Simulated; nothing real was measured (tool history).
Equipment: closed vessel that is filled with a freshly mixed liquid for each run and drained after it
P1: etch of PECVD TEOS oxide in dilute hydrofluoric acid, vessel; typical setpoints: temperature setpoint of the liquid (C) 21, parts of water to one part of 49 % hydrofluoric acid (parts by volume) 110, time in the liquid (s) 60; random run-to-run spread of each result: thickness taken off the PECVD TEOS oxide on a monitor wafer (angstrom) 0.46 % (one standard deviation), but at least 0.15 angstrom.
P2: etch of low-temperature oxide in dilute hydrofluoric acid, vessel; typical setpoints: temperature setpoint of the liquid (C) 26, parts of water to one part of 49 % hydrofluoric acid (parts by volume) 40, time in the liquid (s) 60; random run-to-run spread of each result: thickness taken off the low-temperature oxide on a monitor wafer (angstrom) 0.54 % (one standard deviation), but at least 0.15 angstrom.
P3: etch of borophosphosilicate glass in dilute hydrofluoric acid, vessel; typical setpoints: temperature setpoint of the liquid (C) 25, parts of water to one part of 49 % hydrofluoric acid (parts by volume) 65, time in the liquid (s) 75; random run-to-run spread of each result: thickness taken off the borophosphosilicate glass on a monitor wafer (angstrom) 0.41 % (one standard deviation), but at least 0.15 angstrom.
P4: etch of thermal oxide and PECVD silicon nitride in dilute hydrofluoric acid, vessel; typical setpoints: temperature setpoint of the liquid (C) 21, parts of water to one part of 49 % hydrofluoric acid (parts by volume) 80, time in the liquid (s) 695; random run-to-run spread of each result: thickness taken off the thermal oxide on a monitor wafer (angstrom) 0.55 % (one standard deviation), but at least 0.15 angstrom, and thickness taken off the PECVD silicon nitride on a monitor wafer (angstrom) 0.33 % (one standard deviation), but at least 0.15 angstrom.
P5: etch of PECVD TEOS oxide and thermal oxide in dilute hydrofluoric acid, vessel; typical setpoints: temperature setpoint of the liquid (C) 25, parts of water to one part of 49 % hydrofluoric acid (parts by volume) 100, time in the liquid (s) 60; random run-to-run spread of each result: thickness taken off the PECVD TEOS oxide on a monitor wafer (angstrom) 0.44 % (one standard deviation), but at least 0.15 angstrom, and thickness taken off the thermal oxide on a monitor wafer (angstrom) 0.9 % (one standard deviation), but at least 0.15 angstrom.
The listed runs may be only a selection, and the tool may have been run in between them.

run   hour  process that ran  temperature setpoint of the liquid (C)  parts of water to one part of 49 % hydrofluoric acid (parts by volume)  time in the liquid (s)  hours since the thermometer was replaced  hours since the hydrofluoric acid flow meter was replaced  thickness taken off the PECVD TEOS oxide on a monitor wafer (angstrom)  thickness taken off the low-temperature oxide on a monitor wafer (angstrom)  thickness taken off the thermal oxide on a monitor wafer (angstrom)  thickness taken off the borophosphosilicate glass on a monitor wafer (angstrom)  thickness taken off the PECVD silicon nitride on a monitor wafer (angstrom)
  1      5                P1                                      21                                                                     110                      60                                    1351.7                                                      182.5                                                                  119.75
  2     13                P2                                      26                                                                      65                      60                                    1359.7                                                      190.5                                                                                                                                                262.5
  3     20                P2                                      26                                                                      40                      60                                    1366.7                                                      197.5                                                                                                                                               436.72
  4   24.3                P2                                      26                                                                      40                     110                                      1371                                                      201.8                                                                                                                                               797.44
  5   30.8                P5                                      25                                                                     100                     115                                    1377.5                                                      208.3                                                                  305.59                                                                                                                                            58.342
  6   40.6                P1                                      21                                                                     110                      60                                    1387.3                                                      218.1                                                                  118.15
  7   48.4                P5                                      25                                                                     170                      60                                    1395.1                                                      225.9                                                                  86.315                                                                                                                                            16.184
  8   56.7                P1                                      17                                                                     180                      60                                    1403.4                                                      234.2                                                                  57.361
  9   61.1                P2                                      26                                                                      40                      60                                    1407.8                                                      238.6                                                                                                                                               435.38
 10   65.5                P1                                    25.5                                                                      75                      60                                    1412.2                                                        243                                                                  216.03
 11   70.4                P1                                      21                                                                     110                     105                                    1417.1                                                      247.9                                                                  206.57
 12   79.7                P1                                      21                                                                      40                      60                                    1426.4                                                      257.2                                                                  354.22
 13   84.5                P1                                      21                                                                     110                      60                                    1431.2                                                        262                                                                  119.44
 14   90.2                P5                                      21                                                                     100                      60                                    1436.9                                                      267.7                                                                  135.89                                                                                                                                             25.57
 15   98.5                P1                                      17                                                                     110                      60                                    1445.2                                                        276                                                                  100.62
 16  105.3                P1                                      21                                                                     110                      30                                      1452                                                      282.8                                                                  59.095
 17    114                P3                                      25                                                                      65                     135                                    1460.7                                                      291.5                                                                                                                                                                                                                                                                                                     719.86
 18  119.9                P5                                      25                                                                     100                      60                                    1466.6                                                      297.4                                                                  157.84                                                                                                                                            29.677
 19  126.4                P3                                      19                                                                      65                      75                                    1473.1                                                      303.9                                                                                                                                                                                                                                                                                                     311.08
 20  133.3                P1                                    28.5                                                                     110                      60                                      1480                                                      310.8                                                                  159.75
 21  142.9                P4                                      21                                                                      80                     695                                    1489.6                                                      320.4                                                                                                                                                                                                                    387.18                                                                                                                                                        397.48
 22  150.1                P4                                      17                                                                      80                     695                                    1496.8                                                      327.6                                                                                                                                                                                                                    330.46                                                                                                                                                        300.75
 23  158.7                P3                                      25                                                                      65                      75                                    1505.4                                                      336.2                                                                                                                                                                                                                                                                                                     401.47
 24  163.6                P4                                      21                                                                      80                     695                                    1510.3                                                      341.1                                                                                                                                                                                                                     390.9                                                                                                                                                        394.96
 25  171.6                P1                                      21                                                                     110                      60                                    1518.3                                                      349.1                                                                  118.51
 26  176.8                P4                                      21                                                                      35                     695                                    1523.5                                                      354.3                                                                                                                                                                                                                     951.9                                                                                                                                                        886.57
 27  182.6                P1                                      21                                                                     150                      60                                    1529.3                                                      360.1                                                                  82.897
 28  189.8                P4                                      21                                                                      80                     140                                    1536.5                                                      367.3                                                                                                                                                                                                                    78.812                                                                                                                                                        79.187
 29  195.9                P2                                      34                                                                      40                      60                                    1542.6                                                      373.4                                                                                                                                               604.86
 30  203.4                P3                                      25                                                                     110                      75                                    1550.1                                                      380.9                                                                                                                                                                                                                                                                                                     223.73
 31  210.2                P1                                      21                                                                     110                      60                                    1556.9                                                      387.7                                                                  118.76
 32  219.3                P1                                      21                                                                     110                      60                                      1566                                                      396.8                                                                  114.65
 33  224.9                P1                                      21                                                                     110                      60                                    1571.6                                                      402.4                                                                  112.85
 34  229.7                P1                                      21                                                                     110                      60                                    1576.4                                                      407.2                                                                  112.31
 35    239                P1                                      21                                                                     110                      60                                    1585.7                                                      416.5                                                                  111.35
 36  244.2                P1                                      21                                                                     110                      60                                    1590.9                                                      421.7                                                                  109.94
 37  250.4                P1                                      21                                                                     110                      60                                    1597.1                                                      427.9                                                                  110.64
 38  254.9                P1                                      21                                                                     110                      60                                    1601.6                                                      432.4                                                                  110.17
 39  262.7                P1                                      21                                                                     110                      60                                    1609.4                                                      440.2                                                                  110.03
 40  271.3                P1                                      21                                                                     110                      60                                      1618                                                      448.8                                                                  109.09

P1 no longer gives what it gave before; its output has crept away from where it was. The following 2 causes, each at its listed size, fit the log equally well:
A: hydrofluoric acid flow below the setpoint (%) = 6.67
B: liquid colder than its thermometer reads (K) = 1.91
Onset of the creep was near hour 210.2.

The check runs listed below each take one wafer, and their results are still question marks. Under which run would the listed causes lead to clearly different results?
check 1  279.9                P3                                      25                                                                      65                     110                                                                                                                                                                                                                                                                                                                                                                                                               ?
check 2  279.9                P4                                      21                                                                      80                     140                                                                                                                                                                                                                                                                                                                              ?                                                                                                                                                             ?
check 3  279.9                P2                                      33                                                                      60                      60                                                                                                                                                                                                                                                         ?
check 4  279.9                P5                                      25                                                                     135                      60                                                                                                                                                                            ?                                                                                                                                                 ?

What each check would give under each cause:
  check                                                                           result    if A    if B
check 1  thickness taken off the borophosphosilicate glass on a monitor wafer (angstrom)  545.82  544.52
check 2              thickness taken off the thermal oxide on a monitor wafer (angstrom)  73.075  72.807
check 2      thickness taken off the PECVD silicon nitride on a monitor wafer (angstrom)  74.538  69.954
check 3      thickness taken off the low-temperature oxide on a monitor wafer (angstrom)  344.98  346.02
check 4           thickness taken off the PECVD TEOS oxide on a monitor wafer (angstrom)  104.25  104.95
check 4              thickness taken off the thermal oxide on a monitor wafer (angstrom)  19.634  19.766
Per-check spread between the two closest causes, in the result where they differ most: check 1 0.24 %; check 2 6.35 %; check 3 0.3 %; check 4 0.67 %
Only check 2 tells the causes apart: in the others they would give nearly the same result.

Check 2 was then run and gave: thickness taken off the thermal oxide on a monitor wafer (angstrom) 73.207; thickness taken off the PECVD silicon nitride on a monitor wafer (angstrom) 75.015. Which cause is it?

Of the candidate causes, it is A: hydrofluoric acid flow below the setpoint (%).
